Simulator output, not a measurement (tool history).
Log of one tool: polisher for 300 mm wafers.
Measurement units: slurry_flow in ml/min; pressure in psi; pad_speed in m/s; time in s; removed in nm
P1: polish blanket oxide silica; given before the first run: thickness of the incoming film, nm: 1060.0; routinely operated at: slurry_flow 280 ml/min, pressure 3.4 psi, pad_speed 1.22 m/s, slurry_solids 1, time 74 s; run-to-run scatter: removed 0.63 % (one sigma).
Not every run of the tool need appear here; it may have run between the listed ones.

run   hour  slurry_flow  pressure  pad_speed  slurry_solids  time  wafers polished on this pad  hours since the slurry nozzle was cleaned  hours since the head pressure was calibrated  hours since the slurry blender was calibrated  hours since the conditioning disc was replaced  removed
  1   14.8          280       3.4       1.22              1    74                          487                                       98.8                                         125.9                                          189.4                                           389.1   248.76
  2   23.2          280       3.4       1.22              1    74                          582                                      107.2                                         134.3                                          197.8                                           397.5   248.48
  3   40.5          170       3.4       1.22              1    74                          777                                      124.5                                         151.6                                          215.1                                           414.8   230.24
  4   52.2          280       3.4       1.22              1    74                          909                                      136.2                                         163.3                                          226.8                                           426.5   246.86
  5   61.5          280       3.4       1.62              1    74                         1014                                      145.5                                         172.6                                          236.1                                           435.8   307.08
  6   75.1          280       5.1       1.22            0.6    74                         1168                                      159.1                                         186.2                                          249.7                                           449.4   282.61
  7   87.2          280       3.4       1.22           1.25    74                         1305                                      171.2                                         198.3                                          261.8                                           461.5   273.45
  8    105          445       3.4       1.22              1    74                         1506                                        189                                         216.1                                          279.6                                           479.3   256.18
  9  117.8          280       3.4       1.22              1    74                         1651                                      201.8                                         228.9                                          292.4                                           492.1   248.26
 10  133.6          280       2.1       1.22              1   113                         1829                                      217.6                                         244.7                                          308.2                                           507.9   233.79
 11  148.7          280         5       1.22              1    74                         2000                                      232.7                                         259.8                                          323.3                                             523   362.28
 12  158.5          280       1.8        1.5              1    74                         2111                                      242.5                                         269.6                                          333.1                                           532.8   153.56
 13  169.4          280       1.5       1.22              1    74                         2234                                      253.4                                         280.5                                            344                                           543.7   108.55
 14  184.7          280       3.4       1.22              1    94                         2407                                      268.7                                         295.8                                          359.3                                             559   311.58
 15  196.5          280       3.4       1.22              1    35                         2540                                      280.5                                         307.6                                          371.1                                           570.8   116.85
 16  212.8          280       3.4       0.54              1    74                         2724                                      296.8                                         323.9                                          387.4                                           587.1   128.85
 17  227.5          280       3.4       1.22           0.55    74                         2890                                      311.5                                         338.6                                          402.1                                           601.8   182.11
     229.3  -- head pressure recalibrated
 18  245.4          280       3.4       1.22              1    74                         3093                                      329.4                                          16.1                                            420                                           619.7      246
 19  257.5          280       3.4       1.22              1    74                         3229                                      341.5                                          28.2                                          432.1                                           631.8   245.07
 20  273.7          280       3.4       1.22              1    74                         3412                                      357.7                                          44.4                                          448.3                                             648    247.7
 21    291          280       3.4       1.22              1    74                         3608                                        375                                          61.7                                          465.6                                           665.3   232.98
 22  306.7          280       3.4       1.22              1    74                         3785                                      390.7                                          77.4                                          481.3                                             681   224.95
 23  321.9          280       3.4       1.22              1    74                         3957                                      405.9                                          92.6                                          496.5                                           696.2   220.59

Expected results for the next run?
     329.1  -- slurry nozzle cleaned
 24  330.6          280       3.4       1.22              1    74                         4055                                        1.5                                         101.3                                          505.2                                           704.9        ?

Run 24 measured removed 218.56 nm.
